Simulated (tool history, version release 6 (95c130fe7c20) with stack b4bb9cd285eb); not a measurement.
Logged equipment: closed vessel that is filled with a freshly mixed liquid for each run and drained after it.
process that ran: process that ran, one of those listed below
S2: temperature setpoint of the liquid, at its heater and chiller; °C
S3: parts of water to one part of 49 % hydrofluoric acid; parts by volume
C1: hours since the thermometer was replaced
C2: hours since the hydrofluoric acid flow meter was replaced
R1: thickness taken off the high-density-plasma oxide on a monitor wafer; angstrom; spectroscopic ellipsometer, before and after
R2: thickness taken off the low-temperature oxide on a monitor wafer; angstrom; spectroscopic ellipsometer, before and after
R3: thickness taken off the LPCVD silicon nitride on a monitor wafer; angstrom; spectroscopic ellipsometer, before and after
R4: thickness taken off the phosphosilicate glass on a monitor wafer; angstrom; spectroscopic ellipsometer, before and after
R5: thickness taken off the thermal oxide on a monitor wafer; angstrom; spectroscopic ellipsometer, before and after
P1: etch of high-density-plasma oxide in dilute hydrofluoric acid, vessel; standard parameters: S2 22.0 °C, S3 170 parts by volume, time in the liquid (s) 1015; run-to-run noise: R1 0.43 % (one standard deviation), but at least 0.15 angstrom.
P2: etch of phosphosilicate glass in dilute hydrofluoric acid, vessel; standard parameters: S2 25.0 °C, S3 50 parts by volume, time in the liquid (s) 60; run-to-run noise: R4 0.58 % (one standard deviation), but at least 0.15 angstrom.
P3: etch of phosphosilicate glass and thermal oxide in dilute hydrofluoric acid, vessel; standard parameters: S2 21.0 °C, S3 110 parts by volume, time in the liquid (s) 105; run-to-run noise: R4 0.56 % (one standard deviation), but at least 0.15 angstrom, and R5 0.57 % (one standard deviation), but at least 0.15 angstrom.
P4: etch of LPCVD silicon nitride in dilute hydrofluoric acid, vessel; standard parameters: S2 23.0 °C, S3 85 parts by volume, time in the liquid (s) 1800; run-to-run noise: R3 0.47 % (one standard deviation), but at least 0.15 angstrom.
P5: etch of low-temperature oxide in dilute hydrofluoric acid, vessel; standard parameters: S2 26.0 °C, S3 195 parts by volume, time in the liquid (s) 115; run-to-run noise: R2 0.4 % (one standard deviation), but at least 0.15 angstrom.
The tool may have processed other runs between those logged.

Run 1, day 0.350: process that ran P1, S2 22.0 °C, S3 170 parts by volume, time in the liquid (s) 1015; C1 198.2; C2 279.7. Result: R1 454.94 angstrom.
Run 2, day 0.612: process that ran P5, S2 26.0 °C, S3 195 parts by volume, time in the liquid (s) 200; C1 204.5; C2 286.0. Result: R2 207.600 angstrom.
Run 3, day 1.108: process that ran P4, S2 23.0 °C, S3 85 parts by volume, time in the liquid (s) 1800; C1 216.4; C2 297.9. Result: R3 90.470 angstrom.
Run 4, day 1.625: process that ran P2, S2 25.0 °C, S3 50 parts by volume, time in the liquid (s) 60; C1 228.8; C2 310.3. Result: R4 940.42 angstrom.
Run 5, day 2.062: process that ran P2, S2 32.5 °C, S3 50 parts by volume, time in the liquid (s) 60; C1 239.3; C2 320.8. Result: R4 1271.40 angstrom.
Run 6, day 2.579: process that ran P3, S2 21.0 °C, S3 70 parts by volume, time in the liquid (s) 105; C1 251.7; C2 333.2. Result: R4 933.56 angstrom, R5 65.288 angstrom.
Run 7, day 3.075: process that ran P3, S2 21.0 °C, S3 110 parts by volume, time in the liquid (s) 105; C1 263.6; C2 345.1. Result: R4 577.79 angstrom, R5 39.830 angstrom.
Run 8, day 3.475: process that ran P2, S2 25.0 °C, S3 50 parts by volume, time in the liquid (s) 100; C1 273.2; C2 354.7. Result: R4 1580.40 angstrom.
Run 9, day 3.792: process that ran P5, S2 26.0 °C, S3 195 parts by volume, time in the liquid (s) 115; C1 280.8; C2 362.3. Result: R2 119.960 angstrom.
At day 4.138: hydrofluoric acid flow meter replaced.
Run 10, day 4.242: process that ran P3, S2 21.0 °C, S3 110 parts by volume, time in the liquid (s) 210; C1 291.6; C2 2.5. Result: R4 1137.50 angstrom, R5 78.458 angstrom.
Run 11, day 4.742: process that ran P4, S2 23.0 °C, S3 135 parts by volume, time in the liquid (s) 1800; C1 303.6; C2 14.5. Result: R3 57.064 angstrom.
Run 12, day 5.212: process that ran P5, S2 26.0 °C, S3 350 parts by volume, time in the liquid (s) 115; C1 314.9; C2 25.8. Result: R2 56.702 angstrom.
Run 13, day 5.508: process that ran P2, S2 25.0 °C, S3 80 parts by volume, time in the liquid (s) 60; C1 322.0; C2 32.9. Result: R4 571.33 angstrom.
Run 14, day 5.792: process that ran P1, S2 22.0 °C, S3 170 parts by volume, time in the liquid (s) 1680; C1 328.8; C2 39.7. Result: R1 757.26 angstrom.
Run 15, day 6.133: process that ran P1, S2 17.0 °C, S3 170 parts by volume, time in the liquid (s) 1015; C1 337.0; C2 47.9. Result: R1 372.55 angstrom.
Run 16, day 6.604: process that ran P5, S2 21.0 °C, S3 195 parts by volume, time in the liquid (s) 115; C1 348.3; C2 59.2. Result: R2 98.753 angstrom.
Run 17, day 6.925: process that ran P3, S2 21.0 °C, S3 110 parts by volume, time in the liquid (s) 105; C1 356.0; C2 66.9. Result: R4 576.13 angstrom, R5 39.175 angstrom.
Run 18, day 7.300: process that ran P1, S2 22.0 °C, S3 170 parts by volume, time in the liquid (s) 1015; C1 365.0; C2 75.9. Result: R1 459.59 angstrom.
Run 19, day 7.604: process that ran P1, S2 22.0 °C, S3 170 parts by volume, time in the liquid (s) 1015; C1 372.3; C2 83.2. Result: R1 458.15 angstrom.
Run 20, day 7.842: process that ran P4, S2 29.0 °C, S3 85 parts by volume, time in the liquid (s) 1800; C1 378.0; C2 88.9. Result: R3 134.120 angstrom.
Run 21, day 8.092: process that ran P1, S2 28.5 °C, S3 170 parts by volume, time in the liquid (s) 1015; C1 384.0; C2 94.9. Result: R1 581.46 angstrom.
Run 22, day 8.500: process that ran P1, S2 22.0 °C, S3 255 parts by volume, time in the liquid (s) 1015; C1 393.8; C2 104.7. Result: R1 280.76 angstrom.
Run 23, day 8.996: process that ran P1, S2 22.0 °C, S3 170 parts by volume, time in the liquid (s) 235; C1 405.7; C2 116.6. Result: R1 106.15 angstrom.
Run 24, day 9.392: process that ran P4, S2 23.0 °C, S3 85 parts by volume, time in the liquid (s) 1800; C1 415.2; C2 126.1. Result: R3 90.386 angstrom.
Run 25, day 9.792: process that ran P1, S2 22.0 °C, S3 75 parts by volume, time in the liquid (s) 1825; C1 424.8; C2 135.7. Result: R1 2076.60 angstrom.
Run 26, day 10.029: process that ran P5, S2 26.0 °C, S3 195 parts by volume, time in the liquid (s) 115; C1 430.5; C2 141.4. Result: R2 118.810 angstrom.
Run 27, day 10.333: process that ran P3, S2 27.5 °C, S3 110 parts by volume, time in the liquid (s) 105; C1 437.8; C2 148.7. Result: R4 738.05 angstrom, R5 50.897 angstrom.
Run 28, day 10.679: process that ran P2, S2 25.0 °C, S3 50 parts by volume, time in the liquid (s) 60; C1 446.1; C2 157.0. Result: R4 947.40 angstrom.
Run 29, day 11.112: process that ran P4, S2 23.0 °C, S3 85 parts by volume, time in the liquid (s) 490; C1 456.5; C2 167.4. Result: R3 24.849 angstrom.
Run 30, day 11.425: process that ran P1, S2 22.0 °C, S3 95 parts by volume, time in the liquid (s) 1015; C1 464.0; C2 174.9. Result: R1 886.74 angstrom.
Run 31, day 11.879: process that ran P1, S2 22.0 °C, S3 170 parts by volume, time in the liquid (s) 1015; C1 474.9; C2 185.8. Result: R1 455.14 angstrom.
Run 32, day 12.129: process that ran P1, S2 22.0 °C, S3 170 parts by volume, time in the liquid (s) 1015; C1 480.9; C2 191.8. Result: R1 459.48 angstrom.
Run 33, day 12.425: process that ran P1, S2 22.0 °C, S3 170 parts by volume, time in the liquid (s) 1015; C1 488.0; C2 198.9. Result: R1 467.15 angstrom.
Run 34, day 12.679: process that ran P1, S2 22.0 °C, S3 170 parts by volume, time in the liquid (s) 1015; C1 494.1; C2 205.0. Result: R1 473.89 angstrom.
Run 35, day 13.021: process that ran P1, S2 22.0 °C, S3 170 parts by volume, time in the liquid (s) 1015; C1 502.3; C2 213.2. Result: R1 483.72 angstrom.
Run 36, day 13.517: process that ran P1, S2 22.0 °C, S3 170 parts by volume, time in the liquid (s) 1015; C1 514.2; C2 225.1. Result: R1 487.89 angstrom.
Run 37, day 13.792: process that ran P1, S2 22.0 °C, S3 170 parts by volume, time in the liquid (s) 1015; C1 520.8; C2 231.7. Result: R1 494.34 angstrom.
Run 38, day 14.292: process that ran P1, S2 22.0 °C, S3 170 parts by volume, time in the liquid (s) 1015; C1 532.8; C2 243.7. Result: R1 497.14 angstrom.
Run 39, day 14.788: process that ran P1, S2 22.0 °C, S3 170 parts by volume, time in the liquid (s) 1015; C1 544.7; C2 255.6. Result: R1 494.83 angstrom.
Run 40, day 15.258: process that ran P1, S2 22.0 °C, S3 170 parts by volume, time in the liquid (s) 1015; C1 556.0; C2 266.9. Result: R1 497.24 angstrom.
Run 41, day 15.758: process that ran P1, S2 22.0 °C, S3 170 parts by volume, time in the liquid (s) 1015; C1 568.0; C2 278.9. Result: R1 498.41 angstrom.

P1 no longer gives what it gave before; its output has crept away from where it was. The following 2 causes, each at its listed size, fit the log equally well:
A: hydrofluoric acid flow above the setpoint (%) = 7.56
B: liquid hotter than its thermometer reads (K) = 2.26
The drift started at roughly day 12.129.

Question marks stand in for the results of the 4 check runs listed below, each run on one wafer. Under which run would the listed causes show clearly different results?
Run check 1, day 16.258: process that ran P2, S2 25.0 °C, S3 50 parts by volume, time in the liquid (s) 60. Result: R4 ?.
Run check 2, day 16.258: process that ran P5, S2 26.0 °C, S3 195 parts by volume, time in the liquid (s) 115. Result: R2 ?.
Run check 3, day 16.258: process that ran P3, S2 21.0 °C, S3 110 parts by volume, time in the liquid (s) 105. Result: R4 ?, R5 ?.
Run check 4, day 16.258: process that ran P4, S2 23.0 °C, S3 85 parts by volume, time in the liquid (s) 1800. Result: R3 ?.

Expected result of each check under each candidate cause:
  check  result     if A     if B
check 1      R4  1020.40  1034.70
check 2      R2  130.680  129.690
check 3      R4   623.38   628.90
check 3      R5   42.803   43.182
check 4      R3   97.130  105.030
Per-check spread between the two closest causes, in the result where they differ most: check 1 1.39 %; check 2 0.76 %; check 3 0.88 %; check 4 7.82 %
Check 4 is the one run that separates the causes; every other check would come out nearly the same whichever cause is at work.

With check 4 done, the readings were: R3 104.440 angstrom. Identify which of the listed causes applies.

Of the candidate causes, it is B: liquid hotter than its thermometer reads (K).

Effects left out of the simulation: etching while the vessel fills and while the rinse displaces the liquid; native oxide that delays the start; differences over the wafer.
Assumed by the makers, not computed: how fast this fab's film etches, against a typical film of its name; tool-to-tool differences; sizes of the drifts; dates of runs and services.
